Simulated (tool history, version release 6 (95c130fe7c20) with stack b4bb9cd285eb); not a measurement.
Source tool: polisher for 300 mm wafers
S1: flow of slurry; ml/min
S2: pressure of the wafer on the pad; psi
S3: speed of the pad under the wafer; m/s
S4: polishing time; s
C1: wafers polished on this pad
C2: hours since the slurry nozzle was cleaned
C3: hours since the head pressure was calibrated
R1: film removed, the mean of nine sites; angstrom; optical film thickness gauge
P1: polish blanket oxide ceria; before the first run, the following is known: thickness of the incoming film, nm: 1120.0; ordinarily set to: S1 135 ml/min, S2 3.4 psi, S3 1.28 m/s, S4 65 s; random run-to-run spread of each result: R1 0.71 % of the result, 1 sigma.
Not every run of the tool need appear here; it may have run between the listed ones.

{"run": 1, "hour": 14.4, "S1": 135, "S2": 3.4, "S3": 1.28, "S4": 65, "C1": 560, "C2": 225.0, "C3": 211.1, "R1": 3233.6}
{"run": 2, "hour": 28.5, "S1": 135, "S2": 3.4, "S3": 0.6, "S4": 65, "C1": 679, "C2": 239.1, "C3": 225.2, "R1": 1530.1}
{"run": 3, "hour": 36.9, "S1": 185, "S2": 3.4, "S3": 1.28, "S4": 65, "C1": 749, "C2": 247.5, "C3": 233.6, "R1": 3471.1}
{"run": 4, "hour": 47.4, "S1": 135, "S2": 3.4, "S3": 1.74, "S4": 65, "C1": 837, "C2": 258.0, "C3": 244.1, "R1": 4417.6}
{"run": 5, "hour": 59.9, "S1": 135, "S2": 3.4, "S3": 1.28, "S4": 65, "C1": 942, "C2": 270.5, "C3": 256.6, "R1": 3325.2}
{"run": 6, "hour": 66.8, "S1": 135, "S2": 3.4, "S3": 1.28, "S4": 65, "C1": 1000, "C2": 277.4, "C3": 263.5, "R1": 3305.3}
{"run": 7, "hour": 74.8, "S1": 80, "S2": 3.4, "S3": 1.28, "S4": 65, "C1": 1067, "C2": 285.4, "C3": 271.5, "R1": 2875.0}
{"run": 8, "hour": 81.6, "S1": 135, "S2": 3.4, "S3": 1.28, "S4": 88, "C1": 1124, "C2": 292.2, "C3": 278.3, "R1": 4451.0}
{"run": 9, "hour": 91.6, "S1": 135, "S2": 1.6, "S3": 1.28, "S4": 65, "C1": 1207, "C2": 302.2, "C3": 288.3, "R1": 1537.3}
{"run": 10, "hour": 104.2, "S1": 100, "S2": 3.4, "S3": 0.92, "S4": 65, "C1": 1313, "C2": 314.8, "C3": 300.9, "R1": 2217.5}
{"run": 11, "hour": 114.8, "S1": 135, "S2": 4.5, "S3": 1.28, "S4": 65, "C1": 1402, "C2": 325.4, "C3": 311.5, "R1": 4348.0}
{"run": 12, "hour": 127.9, "S1": 135, "S2": 3.4, "S3": 1.28, "S4": 65, "C1": 1512, "C2": 338.5, "C3": 324.6, "R1": 3294.4}
{"run": 13, "hour": 140.5, "S1": 135, "S2": 3.4, "S3": 1.28, "S4": 44, "C1": 1617, "C2": 351.1, "C3": 337.2, "R1": 2213.4}
{"run": 14, "hour": 151.1, "S1": 180, "S2": 3.4, "S3": 1.28, "S4": 48, "C1": 1706, "C2": 361.7, "C3": 347.8, "R1": 2546.3}
{"run": 15, "hour": 157.9, "S1": 135, "S2": 4.6, "S3": 1.28, "S4": 36, "C1": 1763, "C2": 368.5, "C3": 354.6, "R1": 2483.3}
{"run": 16, "hour": 170.7, "S1": 135, "S2": 3.4, "S3": 1.28, "S4": 65, "C1": 1870, "C2": 381.3, "C3": 367.4, "R1": 3280.5}
{"run": 17, "hour": 181.9, "S1": 135, "S2": 3.4, "S3": 1.28, "S4": 65, "C1": 1964, "C2": 392.5, "C3": 378.6, "R1": 3259.7}
{"run": 18, "hour": 194.6, "S1": 135, "S2": 3.4, "S3": 1.28, "S4": 65, "C1": 2070, "C2": 405.2, "C3": 391.3, "R1": 3146.2}
{"run": 19, "hour": 201.0, "S1": 135, "S2": 3.4, "S3": 1.28, "S4": 65, "C1": 2124, "C2": 411.6, "C3": 397.7, "R1": 3101.0}
{"run": 20, "hour": 213.0, "S1": 135, "S2": 3.4, "S3": 1.28, "S4": 65, "C1": 2225, "C2": 423.6, "C3": 409.7, "R1": 3109.2}
{"run": 21, "hour": 221.0, "S1": 135, "S2": 3.4, "S3": 1.28, "S4": 65, "C1": 2292, "C2": 431.6, "C3": 417.7, "R1": 3011.8}
{"run": 22, "hour": 231.1, "S1": 135, "S2": 3.4, "S3": 1.28, "S4": 65, "C1": 2376, "C2": 441.7, "C3": 427.8, "R1": 3013.9}
{"hour": 237.0, "done": "worn pad replaced by a new one"}
{"run": 23, "hour": 242.2, "S1": 135, "S2": 3.4, "S3": 1.28, "S4": 65, "C1": 43, "C2": 452.8, "C3": 438.9, "R1": 3016.6}
{"run": 24, "hour": 251.9, "S1": 135, "S2": 3.4, "S3": 1.28, "S4": 65, "C1": 124, "C2": 462.5, "C3": 448.6, "R1": 2940.8}

The next listed run, before its measurement:
{"run": 25, "hour": 261.2, "S1": 135, "S2": 3.4, "S3": 1.28, "S4": 65, "C1": 202, "C2": 471.8, "C3": 457.9, "R1": "?"}

Run 25 produced R1 2982.6 angstrom.
